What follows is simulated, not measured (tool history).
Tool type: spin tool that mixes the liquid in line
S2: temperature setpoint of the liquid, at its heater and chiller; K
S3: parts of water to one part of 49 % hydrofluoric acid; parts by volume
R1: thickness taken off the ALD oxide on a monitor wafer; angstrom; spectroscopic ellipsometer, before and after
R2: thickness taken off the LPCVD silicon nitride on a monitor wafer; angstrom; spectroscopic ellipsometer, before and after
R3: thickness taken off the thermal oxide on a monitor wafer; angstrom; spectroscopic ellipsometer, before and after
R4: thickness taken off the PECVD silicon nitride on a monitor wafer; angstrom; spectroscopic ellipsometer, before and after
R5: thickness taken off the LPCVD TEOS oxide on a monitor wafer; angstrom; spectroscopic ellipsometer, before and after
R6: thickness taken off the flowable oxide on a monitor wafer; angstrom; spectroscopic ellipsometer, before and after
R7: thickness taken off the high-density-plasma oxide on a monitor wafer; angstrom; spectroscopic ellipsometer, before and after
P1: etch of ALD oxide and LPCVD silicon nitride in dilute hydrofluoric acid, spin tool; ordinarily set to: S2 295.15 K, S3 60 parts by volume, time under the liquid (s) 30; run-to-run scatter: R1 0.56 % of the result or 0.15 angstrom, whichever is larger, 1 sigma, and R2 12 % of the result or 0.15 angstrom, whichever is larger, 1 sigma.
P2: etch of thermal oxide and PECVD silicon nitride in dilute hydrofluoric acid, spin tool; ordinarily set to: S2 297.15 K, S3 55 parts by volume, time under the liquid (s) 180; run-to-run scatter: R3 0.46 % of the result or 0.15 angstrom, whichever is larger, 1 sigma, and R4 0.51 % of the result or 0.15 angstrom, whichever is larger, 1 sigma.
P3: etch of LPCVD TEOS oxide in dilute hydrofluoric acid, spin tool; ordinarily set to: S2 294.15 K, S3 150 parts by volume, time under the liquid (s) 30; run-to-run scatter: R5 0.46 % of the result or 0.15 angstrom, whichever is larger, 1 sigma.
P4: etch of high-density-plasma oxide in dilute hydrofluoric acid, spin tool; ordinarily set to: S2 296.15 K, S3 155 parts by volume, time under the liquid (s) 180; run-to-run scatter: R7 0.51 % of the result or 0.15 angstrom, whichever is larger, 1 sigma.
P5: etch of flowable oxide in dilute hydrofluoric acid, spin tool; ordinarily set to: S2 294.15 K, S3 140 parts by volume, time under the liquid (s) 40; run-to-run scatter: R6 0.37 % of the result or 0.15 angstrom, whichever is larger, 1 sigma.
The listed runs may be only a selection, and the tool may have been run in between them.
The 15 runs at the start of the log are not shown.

run 16 day=4.792 | process_that_ran=P2 S2=297.15 S3=55 time_under_the_liquid_(s)=70 | R3=61.432 R4=21.785
run 17 day=5.125 | process_that_ran=P3 S2=294.15 S3=150 time_under_the_liquid_(s)=30 | R5=95.049
run 18 day=5.404 | process_that_ran=P1 S2=295.15 S3=60 time_under_the_liquid_(s)=30 | R1=160.42 R2=2.1941
run 19 day=5.6 | process_that_ran=P1 S2=290.15 S3=60 time_under_the_liquid_(s)=30 | R1=130.33 R2=2.0053
run 20 day=5.8 | process_that_ran=P3 S2=294.15 S3=150 time_under_the_liquid_(s)=30 | R5=95.066
run 21 day=5.988 | process_that_ran=P1 S2=295.15 S3=60 time_under_the_liquid_(s)=60 | R1=318.03 R2=4.9589
run 22 day=6.229 | process_that_ran=P1 S2=295.15 S3=60 time_under_the_liquid_(s)=30 | R1=158.23 R2=1.6416
run 23 day=6.421 | process_that_ran=P5 S2=294.15 S3=140 time_under_the_liquid_(s)=40 | R6=88.979
run 24 day=6.733 | process_that_ran=P1 S2=295.15 S3=100 time_under_the_liquid_(s)=30 | R1=91.949 R2=1.5589
run 25 day=6.967 | process_that_ran=P3 S2=294.15 S3=150 time_under_the_liquid_(s)=15 | R5=47.387
run 26 day=7.208 | process_that_ran=P2 S2=297.15 S3=55 time_under_the_liquid_(s)=180 | R3=158.38 R4=55.511
run 27 day=7.521 | process_that_ran=P5 S2=299.15 S3=140 time_under_the_liquid_(s)=40 | R6=107.48
run 28 day=7.871 | process_that_ran=P1 S2=291.15 S3=60 time_under_the_liquid_(s)=45 | R1=201.45 R2=2.5815
run 29 day=8.25 | process_that_ran=P5 S2=294.15 S3=140 time_under_the_liquid_(s)=75 | R6=166.15
run 30 day=8.55 | process_that_ran=P3 S2=294.15 S3=90 time_under_the_liquid_(s)=30 | R5=170.32
run 31 day=8.921 | process_that_ran=P1 S2=295.15 S3=60 time_under_the_liquid_(s)=30 | R1=159.63 R2=2.1825
run 32 day=9.221 | process_that_ran=P4 S2=301.65 S3=155 time_under_the_liquid_(s)=180 | R7=71.846
run 33 day=9.538 | process_that_ran=P1 S2=295.15 S3=30 time_under_the_liquid_(s)=30 | R1=331.45 R2=3.4958
run 34 day=9.796 | process_that_ran=P1 S2=295.15 S3=60 time_under_the_liquid_(s)=30 | R1=158.73 R2=1.9918
run 35 day=10.179 | process_that_ran=P1 S2=295.15 S3=60 time_under_the_liquid_(s)=30 | R1=163.2 R2=1.7542
run 36 day=10.392 | process_that_ran=P1 S2=295.15 S3=60 time_under_the_liquid_(s)=30 | R1=166.19 R2=2.3733

For run 37, what comes out?
run 37 day=10.721 | process_that_ran=P1 S2=295.15 S3=60 time_under_the_liquid_(s)=30 | R1=? R2=?

Run 37 yielded R1 166.73 angstrom, R2 2.5744 angstrom.
